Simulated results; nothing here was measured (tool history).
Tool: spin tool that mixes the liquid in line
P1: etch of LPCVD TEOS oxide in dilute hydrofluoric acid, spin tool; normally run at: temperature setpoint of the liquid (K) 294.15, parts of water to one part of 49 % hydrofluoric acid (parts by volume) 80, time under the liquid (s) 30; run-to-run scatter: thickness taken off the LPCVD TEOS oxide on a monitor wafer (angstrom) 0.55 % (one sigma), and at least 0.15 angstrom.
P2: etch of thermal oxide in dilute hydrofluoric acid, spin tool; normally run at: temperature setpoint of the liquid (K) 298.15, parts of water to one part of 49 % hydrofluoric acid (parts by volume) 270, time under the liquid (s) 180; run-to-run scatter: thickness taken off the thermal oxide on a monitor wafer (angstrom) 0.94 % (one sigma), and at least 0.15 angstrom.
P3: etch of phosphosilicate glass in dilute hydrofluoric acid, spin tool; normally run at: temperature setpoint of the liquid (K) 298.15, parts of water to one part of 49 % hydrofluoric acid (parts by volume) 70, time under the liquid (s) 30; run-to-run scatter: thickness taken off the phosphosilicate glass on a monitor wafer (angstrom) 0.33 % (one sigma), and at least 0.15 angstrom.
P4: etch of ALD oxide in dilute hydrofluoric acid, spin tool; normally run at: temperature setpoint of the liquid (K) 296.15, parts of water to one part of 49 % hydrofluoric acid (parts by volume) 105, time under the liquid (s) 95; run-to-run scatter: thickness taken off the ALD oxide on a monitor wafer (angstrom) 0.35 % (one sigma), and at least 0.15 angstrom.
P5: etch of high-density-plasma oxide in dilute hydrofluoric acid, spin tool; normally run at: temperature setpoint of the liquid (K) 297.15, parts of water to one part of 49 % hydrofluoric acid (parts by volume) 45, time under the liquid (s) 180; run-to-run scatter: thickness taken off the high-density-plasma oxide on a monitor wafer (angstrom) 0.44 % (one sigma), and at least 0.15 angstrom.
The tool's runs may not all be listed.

run   hour  process that ran  temperature setpoint of the liquid (K)  parts of water to one part of 49 % hydrofluoric acid (parts by volume)  time under the liquid (s)  hours since the thermometer was replaced  hours since the hydrofluoric acid flow meter was replaced  thickness taken off the LPCVD TEOS oxide on a monitor wafer (angstrom)  thickness taken off the ALD oxide on a monitor wafer (angstrom)  thickness taken off the phosphosilicate glass on a monitor wafer (angstrom)  thickness taken off the thermal oxide on a monitor wafer (angstrom)  thickness taken off the high-density-plasma oxide on a monitor wafer (angstrom)
  1    3.0                P1                                  294.15                                                                      80                         30                                     236.3                                                      514.5                                                                 109.490
  2    7.9                P4                                  290.15                                                                     105                         95                                     241.2                                                      519.4                                                                                                                                   165.70
  3   12.4                P1                                  294.15                                                                      80                         60                                     245.7                                                      523.9                                                                 218.440
  4   17.5                P3                                  298.15                                                                     115                         30                                     250.8                                                      529.0                                                                                                                                                                                                                340.31
  5   20.4                P1                                  294.15                                                                      80                         30                                     253.7                                                      531.9                                                                 109.250
  6   26.1                P1                                  298.65                                                                      80                         30                                     259.4                                                      537.6                                                                 129.420
  7   29.2                P2                                  298.15                                                                     270                        180                                     262.5                                                      540.7                                                                                                                                                                                                                                                                                    27.3520
  8   34.4                P1                                  294.15                                                                     115                         30                                     267.7                                                      545.9                                                                  73.248
  9   40.1                P1                                  294.15                                                                      80                         15                                     273.4                                                      551.6                                                                  54.430
 10   46.5                P5                                  297.15                                                                      45                        330                                     279.8                                                      558.0                                                                                                                                                                                                                                                                                                                                                                      418.41
 11   50.9                P5                                  297.15                                                                      30                        180                                     284.2                                                      562.4                                                                                                                                                                                                                                                                                                                                                                      349.20
 12   54.7                P1                                  294.15                                                                      80                         30                                     288.0                                                      566.2                                                                 107.800
 13   59.2                P4                                  296.15                                                                     105                         95                                     292.5                                                      570.7                                                                                                                                   213.08
 14   62.5                P4                                  296.15                                                                      50                         95                                     295.8                                                      574.0                                                                                                                                   478.33
 15   67.7                P1                                  301.65                                                                      80                         15                                     301.0                                                      579.2                                                                  73.202
 16   70.7                P5                                  297.15                                                                      45                        180                                     304.0                                                      582.2                                                                                                                                                                                                                                                                                                                                                                      228.89
 17   74.1                P4                                  296.15                                                                     105                         95                                     307.4                                                      585.6                                                                                                                                   212.10
 18   78.8                P5                                  304.15                                                                      45                        180                                     312.1                                                      590.3                                                                                                                                                                                                                                                                                                                                                                      306.04
 19   82.4                P1                                  294.15                                                                      80                         30                                     315.7                                                      593.9                                                                 108.790
 20   86.2                P4                                  296.15                                                                     105                         45                                     319.5                                                      597.7                                                                                                                                   100.17
 21   91.8                P2                                  304.65                                                                     270                        180                                     325.1                                                      603.3                                                                                                                                                                                                                                                                                    33.9630
 22   97.4                P3                                  294.15                                                                      70                         30                                     330.7                                                      608.9                                                                                                                                                                                                                507.03
 23  100.3                P3                                  298.15                                                                      70                         30                                     333.6                                                      611.8                                                                                                                                                                                                                592.91
 24  106.2                P1                                  294.15                                                                      80                         30                                     339.5                                                      617.7                                                                 108.340
 25  110.4                P3                                  298.15                                                                      70                         60                                     343.7                                                      621.9                                                                                                                                                                                                               1187.40
 26  115.3                P1                                  290.15                                                                      80                         30                                     348.6                                                      626.8                                                                  93.076
 27  120.4                P2                                  298.15                                                                     455                        180                                     353.7                                                      631.9                                                                                                                                                                                                                                                                                    14.1060
 28  124.0                P1                                  294.15                                                                      30                         50                                     357.3                                                      635.5                                                                 515.740
 29  130.1                P2                                  298.15                                                                     270                         60                                     363.4                                                      641.6                                                                                                                                                                                                                                                                                     9.4855
 30  135.4                P1                                  294.15                                                                      20                         30                                     368.7                                                      646.9                                                                 469.160
 31  140.1                P1                                  294.15                                                                      80                         30                                     373.4                                                      651.6                                                                 108.810
 32  144.3                P1                                  294.15                                                                      80                         30                                     377.6                                                      655.8                                                                 105.510
 33  149.1                P1                                  294.15                                                                      80                         30                                     382.4                                                      660.6                                                                 102.380
 34  153.4                P1                                  294.15                                                                      80                         30                                     386.7                                                      664.9                                                                 100.610
 35  157.7                P1                                  294.15                                                                      80                         30                                     391.0                                                      669.2                                                                  99.179
 36  163.7                P1                                  294.15                                                                      80                         30                                     397.0                                                      675.2                                                                  99.661
 37  168.9                P1                                  294.15                                                                      80                         30                                     402.2                                                      680.4                                                                  98.143
 38  174.1                P1                                  294.15                                                                      80                         30                                     407.4                                                      685.6                                                                  99.150
 39  178.3                P1                                  294.15                                                                      80                         30                                     411.6                                                      689.8                                                                  98.733
 40  182.0                P1                                  294.15                                                                      80                         30                                     415.3                                                      693.5                                                                  98.837

What P1 gives has crept away from where it was. These 2 causes fit the log equally well, each at the size given:
A: hydrofluoric acid flow below the setpoint (%) = 8.84
B: liquid colder than its thermometer reads (K) = 2.44
The creep began at about hour 140.1.

4 check runs are offered, each on 5 wafers whose results are averaged, their results left as question marks. Which one tells the causes apart?
check 1  185.7                P3                                  294.15                                                                      70                         55                                                                                                                                                                                                                                                                                                                          ?
check 2  185.7                P4                                  290.15                                                                     105                         95                                                                                                                                                                                                                                             ?
check 3  185.7                P5                                  303.15                                                                      45                        245                                                                                                                                                                                                                                                                                                                                                                                                                                                                                ?
check 4  185.7                P2                                  298.15                                                                     440                        180                                                                                                                                                                                                                                                                                                                                                                                               ?

What each check would give under each cause:
  check                                                                           result     if A     if B
check 1      thickness taken off the phosphosilicate glass on a monitor wafer (angstrom)   837.75   836.29
check 2                  thickness taken off the ALD oxide on a monitor wafer (angstrom)   149.83   149.71
check 3  thickness taken off the high-density-plasma oxide on a monitor wafer (angstrom)   359.97   360.72
check 4              thickness taken off the thermal oxide on a monitor wafer (angstrom)  12.6440  13.3050
How far apart the two closest causes lie, in the result that separates them most: check 1 0.17 %; check 2 0.08 %; check 3 0.21 %; check 4 5.1 %
Only check 4 tells the causes apart: in the others they would give nearly the same result.

Then check 4 was run and gave: thickness taken off the thermal oxide on a monitor wafer (angstrom) 13.1710. Which cause is it?

It is B: liquid colder than its thermometer reads (K).
